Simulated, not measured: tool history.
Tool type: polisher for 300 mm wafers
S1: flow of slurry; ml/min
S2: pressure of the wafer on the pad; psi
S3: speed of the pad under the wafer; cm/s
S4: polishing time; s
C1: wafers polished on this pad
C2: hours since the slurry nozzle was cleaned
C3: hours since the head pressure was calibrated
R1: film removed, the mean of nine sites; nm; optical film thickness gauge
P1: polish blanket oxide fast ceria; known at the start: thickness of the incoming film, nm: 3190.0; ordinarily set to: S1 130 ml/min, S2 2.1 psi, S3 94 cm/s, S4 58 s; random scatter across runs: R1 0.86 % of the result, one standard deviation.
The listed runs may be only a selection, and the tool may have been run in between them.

{"run": 1, "hour": 13.3, "S1": 130, "S2": 2.1, "S3": 94, "S4": 58, "C1": 538, "C2": 462.8, "C3": 246.4, "R1": 676.58}
{"run": 2, "hour": 23.7, "S1": 130, "S2": 2.1, "S3": 94, "S4": 58, "C1": 685, "C2": 473.2, "C3": 256.8, "R1": 672.84}
{"run": 3, "hour": 39.4, "S1": 130, "S2": 2.1, "S3": 94, "S4": 58, "C1": 907, "C2": 488.9, "C3": 272.5, "R1": 678.71}
{"run": 4, "hour": 58.4, "S1": 130, "S2": 2.1, "S3": 42, "S4": 58, "C1": 1176, "C2": 507.9, "C3": 291.5, "R1": 303.46}
{"run": 5, "hour": 74.7, "S1": 130, "S2": 2.1, "S3": 142, "S4": 58, "C1": 1406, "C2": 524.2, "C3": 307.8, "R1": 1011.3}
{"run": 6, "hour": 85.0, "S1": 130, "S2": 3.1, "S3": 94, "S4": 58, "C1": 1552, "C2": 534.5, "C3": 318.1, "R1": 1002.4}
{"run": 7, "hour": 96.7, "S1": 80, "S2": 2.1, "S3": 94, "S4": 58, "C1": 1717, "C2": 546.2, "C3": 329.8, "R1": 592.55}
{"run": 8, "hour": 106.8, "S1": 190, "S2": 3.1, "S3": 94, "S4": 58, "C1": 1860, "C2": 556.3, "C3": 339.9, "R1": 1048.8}
{"run": 9, "hour": 125.7, "S1": 130, "S2": 2.1, "S3": 94, "S4": 78, "C1": 2128, "C2": 575.2, "C3": 358.8, "R1": 894.49}
{"run": 10, "hour": 143.9, "S1": 130, "S2": 2.1, "S3": 94, "S4": 42, "C1": 2385, "C2": 593.4, "C3": 377, "R1": 482.2}
{"run": 11, "hour": 159.6, "S1": 165, "S2": 2.1, "S3": 94, "S4": 58, "C1": 2607, "C2": 609.1, "C3": 392.7, "R1": 700.87}
{"run": 12, "hour": 170.0, "S1": 130, "S2": 2.1, "S3": 94, "S4": 58, "C1": 2754, "C2": 619.5, "C3": 403.1, "R1": 665.33}
{"run": 13, "hour": 184.2, "S1": 130, "S2": 1.1, "S3": 94, "S4": 58, "C1": 2955, "C2": 633.7, "C3": 417.3, "R1": 356.69}
{"run": 14, "hour": 197.6, "S1": 130, "S2": 2.1, "S3": 94, "S4": 58, "C1": 3144, "C2": 647.1, "C3": 430.7, "R1": 667.66}
{"run": 15, "hour": 216.3, "S1": 130, "S2": 2.1, "S3": 94, "S4": 58, "C1": 3409, "C2": 665.8, "C3": 449.4, "R1": 648.11}
{"run": 16, "hour": 231.9, "S1": 130, "S2": 2.1, "S3": 94, "S4": 58, "C1": 3629, "C2": 681.4, "C3": 465, "R1": 625.2}
{"hour": 239.0, "done": "worn pad replaced by a new one"}
{"run": 17, "hour": 247.5, "S1": 130, "S2": 2.1, "S3": 94, "S4": 58, "C1": 120, "C2": 697, "C3": 480.6, "R1": 621.83}
{"run": 18, "hour": 266.2, "S1": 130, "S2": 2.1, "S3": 94, "S4": 58, "C1": 385, "C2": 715.7, "C3": 499.3, "R1": 632.77}
{"run": 19, "hour": 274.5, "S1": 130, "S2": 2.1, "S3": 94, "S4": 58, "C1": 502, "C2": 724, "C3": 507.6, "R1": 621.2}
{"run": 20, "hour": 284.6, "S1": 130, "S2": 2.1, "S3": 94, "S4": 58, "C1": 645, "C2": 734.1, "C3": 517.7, "R1": 620.51}

The log shows P1 creeping away from where it was. Any of the 2 causes listed here, at the size stated for it, fits the log just as well as the others:
A: slurry flow missing at the pad, % = 27.8
B: head's pressure below its setpoint, % = 7.19
The process output started creeping at around hour 197.6.
The rest of the possible causes, and what rules out each one:
removal rate lost through wear of the pad, %: its service at hour 239 followed the start of the drift and did not put the process back to its old value

Which of the check runs below tells the causes apart, meaning the causes would give it clearly different results? Each run uses 5 wafers whose results are averaged, and each result is shown as a question mark.
{"run": "check 1", "hour": 294.7, "S1": 130, "S2": 2.1, "S3": 122, "S4": 58, "R1": "?"}
{"run": "check 2", "hour": 294.7, "S1": 130, "S2": 2.1, "S3": 74, "S4": 58, "R1": "?"}
{"run": "check 3", "hour": 294.7, "S1": 85, "S2": 2.1, "S3": 94, "S4": 58, "R1": "?"}
{"run": "check 4", "hour": 294.7, "S1": 130, "S2": 2.6, "S3": 94, "S4": 58, "R1": "?"}

Predicted outcomes, by check and by cause:
check=check_1 result=R1 if_A=808.89 if_B=808.81
check=check_2 result=R1 if_A=490.64 if_B=490.59
check=check_3 result=R1 if_A=544.55 if_B=562.86
check=check_4 result=R1 if_A=771.64 if_B=771.56
How far apart the two closest causes lie, in the result that separates them most: check 1 0.01 %; check 2 0.01 %; check 3 3.31 %; check 4 0.01 %
Only check 3 tells the causes apart: in the others they would give nearly the same result.

Here is what check 3 returned: R1 562.24 nm. Which cause is it?

The cause is B: head's pressure below its setpoint, %.
